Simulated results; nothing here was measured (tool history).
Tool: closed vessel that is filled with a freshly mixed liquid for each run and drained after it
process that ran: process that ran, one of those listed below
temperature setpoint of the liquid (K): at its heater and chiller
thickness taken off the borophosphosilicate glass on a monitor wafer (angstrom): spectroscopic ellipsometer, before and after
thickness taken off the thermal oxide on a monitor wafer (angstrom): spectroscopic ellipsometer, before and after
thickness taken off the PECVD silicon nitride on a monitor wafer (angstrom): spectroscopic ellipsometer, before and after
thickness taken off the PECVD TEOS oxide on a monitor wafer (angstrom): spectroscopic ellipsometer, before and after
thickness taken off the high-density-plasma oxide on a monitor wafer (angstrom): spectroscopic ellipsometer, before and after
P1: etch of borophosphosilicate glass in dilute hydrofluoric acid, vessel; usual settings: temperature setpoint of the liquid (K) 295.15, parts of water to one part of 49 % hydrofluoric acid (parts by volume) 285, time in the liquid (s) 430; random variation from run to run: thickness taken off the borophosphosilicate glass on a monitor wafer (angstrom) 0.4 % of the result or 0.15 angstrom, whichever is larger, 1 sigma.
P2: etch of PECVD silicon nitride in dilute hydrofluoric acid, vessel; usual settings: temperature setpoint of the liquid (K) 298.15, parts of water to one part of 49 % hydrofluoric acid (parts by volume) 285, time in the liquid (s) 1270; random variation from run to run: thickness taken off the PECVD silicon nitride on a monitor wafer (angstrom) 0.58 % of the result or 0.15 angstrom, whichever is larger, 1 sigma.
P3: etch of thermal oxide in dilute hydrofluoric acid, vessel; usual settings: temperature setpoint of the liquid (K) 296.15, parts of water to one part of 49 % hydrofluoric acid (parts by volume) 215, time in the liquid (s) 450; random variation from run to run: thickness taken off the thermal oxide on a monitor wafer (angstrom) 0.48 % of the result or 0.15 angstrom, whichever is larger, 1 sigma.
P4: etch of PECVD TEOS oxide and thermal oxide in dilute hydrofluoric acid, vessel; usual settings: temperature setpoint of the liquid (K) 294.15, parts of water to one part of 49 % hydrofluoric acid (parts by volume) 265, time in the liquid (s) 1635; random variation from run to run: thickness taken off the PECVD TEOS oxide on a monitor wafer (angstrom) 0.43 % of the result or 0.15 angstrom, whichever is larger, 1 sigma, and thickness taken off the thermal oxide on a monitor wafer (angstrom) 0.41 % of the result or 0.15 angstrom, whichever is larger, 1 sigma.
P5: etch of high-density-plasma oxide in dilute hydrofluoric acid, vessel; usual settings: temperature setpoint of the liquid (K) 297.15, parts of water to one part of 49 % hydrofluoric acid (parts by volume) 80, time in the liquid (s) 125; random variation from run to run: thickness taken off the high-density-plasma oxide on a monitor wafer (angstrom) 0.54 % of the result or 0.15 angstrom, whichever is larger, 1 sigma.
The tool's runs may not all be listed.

| run | day | process that ran | temperature setpoint of the liquid (K) | parts of water to one part of 49 % hydrofluoric acid (parts by volume) | time in the liquid (s) | thickness taken off the borophosphosilicate glass on a monitor wafer (angstrom) | thickness taken off the thermal oxide on a monitor wafer (angstrom) | thickness taken off the PECVD silicon nitride on a monitor wafer (angstrom) | thickness taken off the PECVD TEOS oxide on a monitor wafer (angstrom) | thickness taken off the high-density-plasma oxide on a monitor wafer (angstrom) |
|---|---|---|---|---|---|---|---|---|---|---|
| 1 | 0.183 | P1 | 295.15 | 285 | 430 | 504.310 |  |  |  |  |
| 2 | 0.404 | P3 | 296.15 | 215 | 835 |  | 151.330 |  |  |  |
| 3 | 0.729 | P2 | 298.15 | 285 | 1270 |  |  | 82.399 |  |  |
| 4 | 0.883 | P1 | 295.15 | 285 | 430 | 503.650 |  |  |  |  |
| 5 | 1.038 | P3 | 296.15 | 365 | 450 |  | 41.237 |  |  |  |
| 6 | 1.279 | P4 | 290.15 | 265 | 1635 |  | 187.450 |  | 421.34 |  |
| 7 | 1.496 | P5 | 297.15 | 80 | 215 |  |  |  |  | 169.910 |
| 8 | 1.783 | P1 | 290.65 | 285 | 430 | 427.770 |  |  |  |  |
| 9 | 2.050 | P1 | 295.15 | 285 | 430 | 503.540 |  |  |  |  |
| 10 | 2.217 | P1 | 295.15 | 285 | 430 | 503.160 |  |  |  |  |
| 11 | 2.521 | P3 | 303.65 | 215 | 450 |  | 107.340 |  |  |  |
| 12 | 2.833 | P1 | 295.15 | 60 | 430 | 3068.700 |  |  |  |  |
| 13 | 3.042 | P5 | 304.65 | 80 | 125 |  |  |  |  | 133.790 |
| 14 | 3.371 | P4 | 294.15 | 125 | 1635 |  | 534.490 |  | 1190.50 |  |
| 15 | 3.538 | P4 | 294.15 | 265 | 390 |  | 51.821 |  | 116.24 |  |
| 16 | 3.712 | P1 | 300.65 | 285 | 430 | 608.490 |  |  |  |  |
| 17 | 3.979 | P5 | 297.15 | 130 | 125 |  |  |  |  | 58.165 |
| 18 | 4.196 | P3 | 296.15 | 215 | 450 |  | 81.722 |  |  |  |
| 19 | 4.425 | P2 | 298.15 | 285 | 2135 |  |  | 138.530 |  |  |
| 20 | 4.621 | P2 | 298.15 | 500 | 1270 |  |  | 46.684 |  |  |
| 21 | 4.942 | P2 | 305.15 | 285 | 1270 |  |  | 123.500 |  |  |
| 22 | 5.179 | P5 | 297.15 | 80 | 125 |  |  |  |  | 99.976 |
| 23 | 5.379 | P4 | 294.15 | 265 | 1635 |  | 216.950 |  | 486.56 |  |
| 24 | 5.708 | P1 | 295.15 | 110 | 735 | 2674.100 |  |  |  |  |
| 25 | 5.879 | P1 | 295.15 | 285 | 30 | 35.114 |  |  |  |  |
| 26 | 6.054 | P5 | 297.15 | 80 | 125 |  |  |  |  | 100.200 |
| 27 | 6.375 | P1 | 295.15 | 285 | 780 | 913.700 |  |  |  |  |
| 28 | 6.592 | P1 | 295.15 | 285 | 430 | 504.730 |  |  |  |  |
| 29 | 6.738 | P3 | 296.15 | 215 | 450 |  | 81.689 |  |  |  |
| 30 | 6.950 | P4 | 294.15 | 265 | 1635 |  | 217.950 |  | 487.16 |  |
| 31 | 7.250 | P1 | 295.15 | 520 | 430 | 224.400 |  |  |  |  |
| 32 | 7.500 | P1 | 295.15 | 285 | 430 | 504.680 |  |  |  |  |
| 33 | 7.829 | P1 | 295.15 | 285 | 430 | 491.660 |  |  |  |  |
| 34 | 8.029 | P1 | 295.15 | 285 | 430 | 488.450 |  |  |  |  |
| 35 | 8.258 | P1 | 295.15 | 285 | 430 | 482.340 |  |  |  |  |
| 36 | 8.492 | P1 | 295.15 | 285 | 430 | 483.880 |  |  |  |  |
| 37 | 8.638 | P1 | 295.15 | 285 | 430 | 484.430 |  |  |  |  |

Forecast run 38:
| 38 | 8.912 | P1 | 295.15 | 285 | 430 | ? |  |  |  |  |

{"run 38": {"thickness taken off the borophosphosilicate glass on a monitor wafer (angstrom)": 483.28}}
